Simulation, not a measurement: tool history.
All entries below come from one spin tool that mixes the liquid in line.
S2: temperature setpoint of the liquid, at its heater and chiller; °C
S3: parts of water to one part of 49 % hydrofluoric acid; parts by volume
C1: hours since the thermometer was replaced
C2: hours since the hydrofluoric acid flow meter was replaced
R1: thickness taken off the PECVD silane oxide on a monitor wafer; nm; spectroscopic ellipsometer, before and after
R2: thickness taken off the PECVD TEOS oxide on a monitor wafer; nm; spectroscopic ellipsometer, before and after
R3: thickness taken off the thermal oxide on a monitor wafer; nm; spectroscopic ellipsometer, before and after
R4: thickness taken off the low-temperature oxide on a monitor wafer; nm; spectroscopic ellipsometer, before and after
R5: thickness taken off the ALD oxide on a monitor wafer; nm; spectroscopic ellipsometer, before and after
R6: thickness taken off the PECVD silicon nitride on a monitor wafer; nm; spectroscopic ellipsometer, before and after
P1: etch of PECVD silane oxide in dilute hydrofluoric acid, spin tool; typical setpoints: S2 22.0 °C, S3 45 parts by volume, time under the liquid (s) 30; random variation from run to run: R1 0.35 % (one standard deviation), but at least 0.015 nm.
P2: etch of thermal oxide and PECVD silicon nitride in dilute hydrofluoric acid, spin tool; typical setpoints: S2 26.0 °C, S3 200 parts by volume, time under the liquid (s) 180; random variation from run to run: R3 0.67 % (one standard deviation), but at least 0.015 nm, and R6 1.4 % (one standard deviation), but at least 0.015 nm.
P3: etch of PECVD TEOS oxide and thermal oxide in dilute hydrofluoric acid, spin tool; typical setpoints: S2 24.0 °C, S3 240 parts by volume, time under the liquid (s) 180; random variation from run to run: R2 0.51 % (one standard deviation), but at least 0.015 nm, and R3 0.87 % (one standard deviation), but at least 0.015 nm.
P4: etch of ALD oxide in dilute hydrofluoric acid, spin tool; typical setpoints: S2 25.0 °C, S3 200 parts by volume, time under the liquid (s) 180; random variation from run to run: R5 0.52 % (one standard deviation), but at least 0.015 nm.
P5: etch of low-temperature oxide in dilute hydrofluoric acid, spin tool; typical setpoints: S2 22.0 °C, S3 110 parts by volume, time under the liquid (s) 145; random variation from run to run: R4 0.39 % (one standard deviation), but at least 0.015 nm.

{"run": 1, "hour": 13.8, "process that ran": "P1", "S2": 22.0, "S3": 45, "time under the liquid (s)": 30, "C1": 344.6, "C2": 519.2, "R1": 17.598}
{"run": 2, "hour": 23.7, "process that ran": "P1", "S2": 22.0, "S3": 45, "time under the liquid (s)": 50, "C1": 354.5, "C2": 529.1, "R1": 29.249}
{"run": 3, "hour": 33.0, "process that ran": "P3", "S2": 24.0, "S3": 240, "time under the liquid (s)": 305, "C1": 363.8, "C2": 538.4, "R2": 21.8, "R3": 5.0049}
{"run": 4, "hour": 43.6, "process that ran": "P5", "S2": 22.0, "S3": 110, "time under the liquid (s)": 145, "C1": 374.4, "C2": 549.0, "R4": 18.282}
{"run": 5, "hour": 52.6, "process that ran": "P4", "S2": 25.0, "S3": 200, "time under the liquid (s)": 180, "C1": 383.4, "C2": 558.0, "R5": 8.8858}
{"run": 6, "hour": 61.9, "process that ran": "P5", "S2": 22.0, "S3": 110, "time under the liquid (s)": 50, "C1": 392.7, "C2": 567.3, "R4": 6.2881}
{"run": 7, "hour": 76.7, "process that ran": "P2", "S2": 26.0, "S3": 200, "time under the liquid (s)": 180, "C1": 407.5, "C2": 582.1, "R3": 4.064, "R6": 1.7435}
{"run": 8, "hour": 95.2, "process that ran": "P1", "S2": 22.0, "S3": 45, "time under the liquid (s)": 30, "C1": 426.0, "C2": 600.6, "R1": 17.426}
{"run": 9, "hour": 113.8, "process that ran": "P3", "S2": 24.0, "S3": 45, "time under the liquid (s)": 180, "C1": 444.6, "C2": 619.2, "R2": 86.329, "R3": 20.406}
{"run": 10, "hour": 130.5, "process that ran": "P2", "S2": 26.0, "S3": 200, "time under the liquid (s)": 350, "C1": 461.3, "C2": 635.9, "R3": 7.8907, "R6": 3.4164}
{"run": 11, "hour": 144.9, "process that ran": "P5", "S2": 22.0, "S3": 20, "time under the liquid (s)": 145, "C1": 475.7, "C2": 650.3, "R4": 112.71}
{"run": 12, "hour": 157.0, "process that ran": "P5", "S2": 25.5, "S3": 110, "time under the liquid (s)": 145, "C1": 487.8, "C2": 662.4, "R4": 21.024}
{"run": 13, "hour": 168.4, "process that ran": "P3", "S2": 24.0, "S3": 240, "time under the liquid (s)": 180, "C1": 499.2, "C2": 673.8, "R2": 12.831, "R3": 2.9564}
{"run": 14, "hour": 178.4, "process that ran": "P2", "S2": 26.0, "S3": 200, "time under the liquid (s)": 180, "C1": 509.2, "C2": 683.8, "R3": 4.0966, "R6": 1.8234}
{"run": 15, "hour": 195.3, "process that ran": "P1", "S2": 22.0, "S3": 45, "time under the liquid (s)": 15, "C1": 526.1, "C2": 700.7, "R1": 8.7629}
{"run": 16, "hour": 213.7, "process that ran": "P1", "S2": 26.0, "S3": 45, "time under the liquid (s)": 30, "C1": 544.5, "C2": 719.1, "R1": 20.709}
{"run": 17, "hour": 226.4, "process that ran": "P1", "S2": 17.0, "S3": 45, "time under the liquid (s)": 50, "C1": 557.2, "C2": 731.8, "R1": 23.734}
{"run": 18, "hour": 237.2, "process that ran": "P1", "S2": 22.0, "S3": 45, "time under the liquid (s)": 30, "C1": 568.0, "C2": 742.6, "R1": 17.575}
{"run": 19, "hour": 253.6, "process that ran": "P1", "S2": 22.0, "S3": 45, "time under the liquid (s)": 30, "C1": 584.4, "C2": 759.0, "R1": 17.514}
{"run": 20, "hour": 272.1, "process that ran": "P2", "S2": 29.5, "S3": 200, "time under the liquid (s)": 180, "C1": 602.9, "C2": 777.5, "R3": 4.5925, "R6": 2.1986}
{"run": 21, "hour": 289.5, "process that ran": "P4", "S2": 31.0, "S3": 200, "time under the liquid (s)": 180, "C1": 620.3, "C2": 794.9, "R5": 11.018}
{"run": 22, "hour": 308.7, "process that ran": "P4", "S2": 25.0, "S3": 70, "time under the liquid (s)": 180, "C1": 639.5, "C2": 814.1, "R5": 29.77}
{"run": 23, "hour": 317.1, "process that ran": "P3", "S2": 30.0, "S3": 240, "time under the liquid (s)": 180, "C1": 647.9, "C2": 822.5, "R2": 15.891, "R3": 3.6768}
{"run": 24, "hour": 333.8, "process that ran": "P1", "S2": 22.0, "S3": 80, "time under the liquid (s)": 30, "C1": 664.6, "C2": 839.2, "R1": 9.4534}
{"run": 25, "hour": 350.2, "process that ran": "P1", "S2": 22.0, "S3": 20, "time under the liquid (s)": 30, "C1": 681.0, "C2": 855.6, "R1": 40.738}
{"run": 26, "hour": 366.2, "process that ran": "P2", "S2": 26.0, "S3": 40, "time under the liquid (s)": 180, "C1": 697.0, "C2": 871.6, "R3": 25.068, "R6": 8.6339}
{"run": 27, "hour": 376.6, "process that ran": "P1", "S2": 17.0, "S3": 45, "time under the liquid (s)": 30, "C1": 707.4, "C2": 882.0, "R1": 14.201}
{"run": 28, "hour": 390.5, "process that ran": "P4", "S2": 25.0, "S3": 200, "time under the liquid (s)": 15, "C1": 721.3, "C2": 895.9, "R5": 0.77449}
{"run": 29, "hour": 399.5, "process that ran": "P1", "S2": 22.0, "S3": 45, "time under the liquid (s)": 30, "C1": 730.3, "C2": 904.9, "R1": 17.439}
{"run": 30, "hour": 413.4, "process that ran": "P1", "S2": 22.0, "S3": 45, "time under the liquid (s)": 30, "C1": 744.2, "C2": 918.8, "R1": 18.053}
{"run": 31, "hour": 428.0, "process that ran": "P1", "S2": 22.0, "S3": 45, "time under the liquid (s)": 30, "C1": 758.8, "C2": 933.4, "R1": 18.464}
{"run": 32, "hour": 444.4, "process that ran": "P1", "S2": 22.0, "S3": 45, "time under the liquid (s)": 30, "C1": 775.2, "C2": 949.8, "R1": 18.706}
{"run": 33, "hour": 461.8, "process that ran": "P1", "S2": 22.0, "S3": 45, "time under the liquid (s)": 30, "C1": 792.6, "C2": 967.2, "R1": 18.866}
{"run": 34, "hour": 472.8, "process that ran": "P1", "S2": 22.0, "S3": 45, "time under the liquid (s)": 30, "C1": 803.6, "C2": 978.2, "R1": 18.974}
{"run": 35, "hour": 485.5, "process that ran": "P1", "S2": 22.0, "S3": 45, "time under the liquid (s)": 30, "C1": 816.3, "C2": 990.9, "R1": 18.815}
{"run": 36, "hour": 494.4, "process that ran": "P1", "S2": 22.0, "S3": 45, "time under the liquid (s)": 30, "C1": 825.2, "C2": 999.8, "R1": 18.943}

The output of P1 has drifted from where it used to be. Each of the 2 causes below, taken at the size shown beside it, accounts for the log equally well:
A: liquid hotter than its thermometer reads (K) = 1.84
B: hydrofluoric acid flow above the setpoint (%) = 7.51
The gradual shift began around hour 399.5.

4 check runs are offered, each on 5 wafers whose results are averaged, their results left as question marks. Which one tells the causes apart?
{"run": "check 1", "hour": 503.3, "process that ran": "P4", "S2": 25.0, "S3": 70, "time under the liquid (s)": 180, "R5": "?"}
{"run": "check 2", "hour": 503.3, "process that ran": "P5", "S2": 22.0, "S3": 25, "time under the liquid (s)": 145, "R4": "?"}
{"run": "check 3", "hour": 503.3, "process that ran": "P2", "S2": 26.0, "S3": 45, "time under the liquid (s)": 270, "R3": "?", "R6": "?"}
{"run": "check 4", "hour": 503.3, "process that ran": "P3", "S2": 24.0, "S3": 65, "time under the liquid (s)": 180, "R2": "?", "R3": "?"}

Check results expected under each cause:
check=check_1 result=R5 if_A=32.09700 if_B=32.27500
check=check_2 result=R4 if_A=96.6840 if_B=96.3810
check=check_3 result=R3 if_A=35.5650 if_B=35.6520
check=check_3 result=R6 if_A=13.2740 if_B=12.6150
check=check_4 result=R2 if_A=62.646 if_B=62.900
check=check_4 result=R3 if_A=14.4670 if_B=14.5260
Per-check spread between the two closest causes, in the result where they differ most: check 1 0.55 %; check 2 0.31 %; check 3 5.09 %; check 4 0.4 %
Of the check runs offered, only check 3 discriminates between the causes; the rest would read about the same regardless of which cause applies.

Check 3 was carried out, with these results: R3 35.6530 nm; R6 12.6100 nm. Which of the listed causes is responsible?

Of the candidate causes, it is B: hydrofluoric acid flow above the setpoint (%).
